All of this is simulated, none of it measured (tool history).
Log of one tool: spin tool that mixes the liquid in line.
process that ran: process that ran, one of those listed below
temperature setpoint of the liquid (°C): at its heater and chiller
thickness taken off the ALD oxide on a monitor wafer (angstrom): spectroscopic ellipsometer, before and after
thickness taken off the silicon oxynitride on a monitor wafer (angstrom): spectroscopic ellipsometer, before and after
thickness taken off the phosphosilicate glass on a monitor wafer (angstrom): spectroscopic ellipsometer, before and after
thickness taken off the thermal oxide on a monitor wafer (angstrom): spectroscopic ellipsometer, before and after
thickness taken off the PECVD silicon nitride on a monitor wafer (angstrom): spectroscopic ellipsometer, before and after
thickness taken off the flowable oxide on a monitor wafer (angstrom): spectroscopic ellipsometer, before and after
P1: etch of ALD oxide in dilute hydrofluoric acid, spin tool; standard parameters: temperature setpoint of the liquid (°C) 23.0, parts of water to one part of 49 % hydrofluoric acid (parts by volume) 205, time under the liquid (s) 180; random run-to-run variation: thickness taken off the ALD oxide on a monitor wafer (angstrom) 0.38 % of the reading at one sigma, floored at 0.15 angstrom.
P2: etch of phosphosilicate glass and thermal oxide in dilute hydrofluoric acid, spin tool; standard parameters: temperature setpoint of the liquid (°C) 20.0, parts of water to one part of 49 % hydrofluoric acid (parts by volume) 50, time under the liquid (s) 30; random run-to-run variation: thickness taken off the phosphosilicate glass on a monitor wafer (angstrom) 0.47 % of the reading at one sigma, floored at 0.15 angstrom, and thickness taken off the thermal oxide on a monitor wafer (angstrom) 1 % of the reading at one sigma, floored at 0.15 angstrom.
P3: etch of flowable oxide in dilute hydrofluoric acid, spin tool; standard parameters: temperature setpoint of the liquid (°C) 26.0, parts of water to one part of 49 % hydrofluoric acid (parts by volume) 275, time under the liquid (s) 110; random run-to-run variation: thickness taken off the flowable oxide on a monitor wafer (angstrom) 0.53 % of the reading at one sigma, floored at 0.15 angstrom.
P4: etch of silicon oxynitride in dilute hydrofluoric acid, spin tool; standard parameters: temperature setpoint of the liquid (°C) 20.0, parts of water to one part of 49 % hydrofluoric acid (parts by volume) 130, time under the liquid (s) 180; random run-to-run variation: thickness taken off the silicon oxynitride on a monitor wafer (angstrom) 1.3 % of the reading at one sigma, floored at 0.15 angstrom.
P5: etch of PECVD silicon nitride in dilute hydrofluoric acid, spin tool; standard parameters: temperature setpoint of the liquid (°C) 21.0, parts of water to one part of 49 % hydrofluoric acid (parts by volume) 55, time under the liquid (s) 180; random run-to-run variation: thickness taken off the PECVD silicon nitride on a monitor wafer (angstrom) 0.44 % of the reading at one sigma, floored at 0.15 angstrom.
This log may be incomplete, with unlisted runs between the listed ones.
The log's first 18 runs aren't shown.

| run | day | process that ran | temperature setpoint of the liquid (°C) | parts of water to one part of 49 % hydrofluoric acid (parts by volume) | time under the liquid (s) | hours since the thermometer was replaced | hours since the hydrofluoric acid flow meter was replaced | thickness taken off the ALD oxide on a monitor wafer (angstrom) | thickness taken off the silicon oxynitride on a monitor wafer (angstrom) | thickness taken off the phosphosilicate glass on a monitor wafer (angstrom) | thickness taken off the thermal oxide on a monitor wafer (angstrom) | thickness taken off the PECVD silicon nitride on a monitor wafer (angstrom) | thickness taken off the flowable oxide on a monitor wafer (angstrom) |
|---|---|---|---|---|---|---|---|---|---|---|---|---|---|
| 19 | 9.646 | P2 | 20.0 | 50 | 60 | 137.8 | 1601.9 |  |  | 1759.90 | 51.031 |  |  |
| 20 | 10.050 | P3 | 26.0 | 440 | 110 | 147.5 | 1611.6 |  |  |  |  |  | 67.358 |
| 21 | 10.550 | P4 | 20.0 | 130 | 180 | 159.5 | 1623.6 |  | 15.884 |  |  |  |  |
| 22 | 10.879 | P4 | 27.5 | 130 | 180 | 167.4 | 1631.5 |  | 23.623 |  |  |  |  |
| 23 | 11.467 | P1 | 23.0 | 205 | 180 | 181.5 | 1645.6 | 197.620 |  |  |  |  |  |
| 24 | 11.862 | P1 | 23.0 | 100 | 330 | 191.0 | 1655.1 | 842.750 |  |  |  |  |  |
| 25 | 12.525 | P5 | 21.0 | 55 | 180 | 206.9 | 1671.0 |  |  |  |  | 96.148 |  |
| 26 | 12.912 | P4 | 20.0 | 205 | 180 | 216.2 | 1680.3 |  | 10.049 |  |  |  |  |
| 27 | 13.588 | P2 | 20.0 | 50 | 30 | 232.4 | 1696.5 |  |  | 869.96 | 25.726 |  |  |
| 28 | 13.938 | P1 | 28.5 | 205 | 180 | 240.8 | 1704.9 | 243.650 |  |  |  |  |  |
| 29 | 14.250 | P3 | 26.0 | 275 | 110 | 248.3 | 1712.4 |  |  |  |  |  | 126.130 |
| 30 | 14.792 | P1 | 23.0 | 205 | 180 | 261.3 | 1725.4 | 198.820 |  |  |  |  |  |
| 31 | 15.329 | P1 | 23.0 | 130 | 180 | 274.2 | 1738.3 | 341.480 |  |  |  |  |  |
| 32 | 15.796 | P1 | 23.0 | 205 | 180 | 285.4 | 1749.5 | 201.360 |  |  |  |  |  |
| 33 | 16.238 | P1 | 23.0 | 205 | 180 | 296.0 | 1760.1 | 197.220 |  |  |  |  |  |
| 34 | 16.700 | P1 | 23.0 | 205 | 180 | 307.1 | 1771.2 | 194.250 |  |  |  |  |  |

For run 35, what comes out?
| 35 | 17.242 | P1 | 23.0 | 205 | 180 | 320.1 | 1784.2 | ? |  |  |  |  |  |

thickness taken off the ALD oxide on a monitor wafer (angstrom): 193.230
